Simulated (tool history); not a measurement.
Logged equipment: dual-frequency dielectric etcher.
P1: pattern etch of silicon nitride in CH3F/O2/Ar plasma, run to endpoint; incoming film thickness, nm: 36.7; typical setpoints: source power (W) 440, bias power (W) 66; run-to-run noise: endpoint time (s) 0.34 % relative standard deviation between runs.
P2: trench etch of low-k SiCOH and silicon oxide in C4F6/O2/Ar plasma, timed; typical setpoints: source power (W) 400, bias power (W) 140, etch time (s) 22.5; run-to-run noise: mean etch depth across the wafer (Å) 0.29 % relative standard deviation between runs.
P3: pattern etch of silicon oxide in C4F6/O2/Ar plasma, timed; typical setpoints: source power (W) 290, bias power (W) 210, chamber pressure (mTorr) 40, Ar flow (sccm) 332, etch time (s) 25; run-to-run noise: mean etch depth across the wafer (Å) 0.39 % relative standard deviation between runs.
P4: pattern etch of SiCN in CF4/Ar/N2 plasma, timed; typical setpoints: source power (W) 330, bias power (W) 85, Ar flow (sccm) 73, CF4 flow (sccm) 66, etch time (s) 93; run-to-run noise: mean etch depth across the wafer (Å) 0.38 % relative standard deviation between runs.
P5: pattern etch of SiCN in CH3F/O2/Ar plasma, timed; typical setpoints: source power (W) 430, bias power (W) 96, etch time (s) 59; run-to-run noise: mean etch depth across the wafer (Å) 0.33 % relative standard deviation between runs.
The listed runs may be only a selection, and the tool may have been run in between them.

run	hour	process that ran	source power (W)	bias power (W)	etch time (s)	Ar flow (sccm)	CF4 flow (sccm)	chamber pressure (mTorr)	hours since the last wet clean	hours since the last source power generator calibration	hours since the last bias power generator calibration	endpoint time (s)	mean etch depth across the wafer (Å)
1	10.7	P1	440	66					186.2	2076.6	642.1	51.934	
2	18.3	P5	430	96	59				193.8	2084.2	649.7		244.72
3	30.2	P4	330	64	93	73	66		205.7	2096.1	661.6		628.55
4	37.2	P2	400	114	22.5				212.7	2103.1	668.6		591.03
5	44	P3	290	210	25	332		40	219.5	2109.9	675.4		710.61
6	55.8	P3	210	210	25	332		40	231.3	2121.7	687.2		628.74
7	66.6	P1	440	66					242.1	2132.5	698	51.898	
8	77.9	P4	330	85	51.5	73	66		253.4	2143.8	709.3		384.68
9	85.2	P1	440	66					260.7	2151.1	716.6	51.712	
10	91.5	P1	360	88					267	2157.4	722.9	50.519	
11	98.5	P3	290	210	25	332		48.5	274	2164.4	729.9		698.02
12	107.8	P4	200	85	93	73	66		283.3	2173.7	739.2		447.06
13	120.2	P5	430	96	42.5				295.7	2186.1	751.6		177.02
14	127.4	P5	430	96	59				302.9	2193.3	758.8		245.17
15	137.9	P3	290	293	25	332		40	313.4	2203.8	769.3		796.64
16	145.7	P1	440	66					321.2	2211.6	777.1	51.573	
17	155.9	P4	330	85	93	73	79		331.4	2221.8	787.3		707.08
18	165	P2	400	140	22.5				340.5	2230.9	796.4		625.48
19	174.9	P3	290	210	25	214		40	350.4	2240.8	806.3		745.02
20	184.7	P1	260	66					360.2	2250.6	816.1	63.34	
21	193.7	P4	330	85	93	97	66		369.2	2259.6	825.1		665.73
22	202.7	P1	440	66					378.2	2268.6	834.1	51.771	
23	214.7	P5	430	126	59				390.2	2280.6	846.1		272.63
24	225.9	P1	600	66					401.4	2291.8	857.3	46.003	
25	237.7	P1	440	66					413.2	2303.6	869.1	51.665	
26	244.8	P1	440	66					420.3	2310.7	876.2	51.878	
27	253.8	P3	290	210	16.5	332		40	429.3	2319.7	885.2		470.45
28	264.9	P2	560	140	22.5				440.4	2330.8	896.3		719.25
29	272	P2	400	140	16				447.5	2337.9	903.4		447.32
30	279.7	P5	530	96	59				455.2	2345.6	911.1		264.94
31	290.2	P1	440	86					465.7	2356.1	921.6	47.766	
32	300.1	P4	330	85	93	73	66		475.6	2366	931.5		697.33
33	311	P2	400	140	22.5				486.5	2376.9	942.4		627.16
34	321.7	P4	330	85	93	73	66		497.2	2387.6	953.1		691.82
35	328.4	P1	440	44					503.9	2394.3	959.8	58.778	
36	338.3	P1	440	66					513.8	2404.2	969.7	51.829	
37	345.7	P1	440	66					521.2	2411.6	977.1	52.143	
38	352.1	P1	440	66					527.6	2418	983.5	52.175	
39	358.2	P1	440	66					533.7	2424.1	989.6	52.253	
# hour 364.8: wet clean of the chamber
40	366.7	P1	440	66					1.9	2432.6	998.1	52.452	
41	377	P1	440	66					12.2	2442.9	1008.4	52.876	
42	383.4	P1	440	66					18.6	2449.3	1014.8	52.489	
43	390.6	P1	440	66					25.8	2456.5	1022	52.788	
44	402.7	P1	440	66					37.9	2468.6	1034.1	52.744	
45	411.7	P1	440	66					46.9	2477.6	1043.1	52.936	

The output of P1 has drifted from where it used to be. Each of the 2 causes below, taken at the size shown beside it, accounts for the log equally well:
A: bias power that arrives under what is set, % = 4.97
B: source power that arrives under what is set, % = 4.32
At approximately hour 338.3, the process output began to creep.
Excluded causes, each with its reason:
chamber walls in a state that lowers the etch rate, %: serviced at hour 364.8, after the drift had started, without restoring the earlier output

Each of the check runs listed below is run on 2 wafers and reports their average, with the results left as question marks. Pick the one under which the possible causes would lead to clearly different results.
check 1	420.7	P5	430	96	59								?
check 2	420.7	P3	290	210	25	332		40					?
check 3	420.7	P2	400	140	22.5								?
check 4	420.7	P4	330	85	93	73	66						?

How each check would come out, cause by cause:
check	result	if A	if B
check 1	mean etch depth across the wafer (Å)	240.6	241.22
check 2	mean etch depth across the wafer (Å)	699.09	699.09
check 3	mean etch depth across the wafer (Å)	618.39	616.94
check 4	mean etch depth across the wafer (Å)	679.03	665.07
Smallest distance between any two causes, each pair judged by its most separating result, in per cent: check 1 0.26 %; check 2 0 %; check 3 0.24 %; check 4 2.08 %
The other checks would show nearly matching results whichever cause is true, so check 4 is the only one that separates the causes.

With check 4 done, the readings were: mean etch depth across the wafer (Å) 664.41. Identify which of the listed causes applies.

B is the cause: source power that arrives under what is set, %.
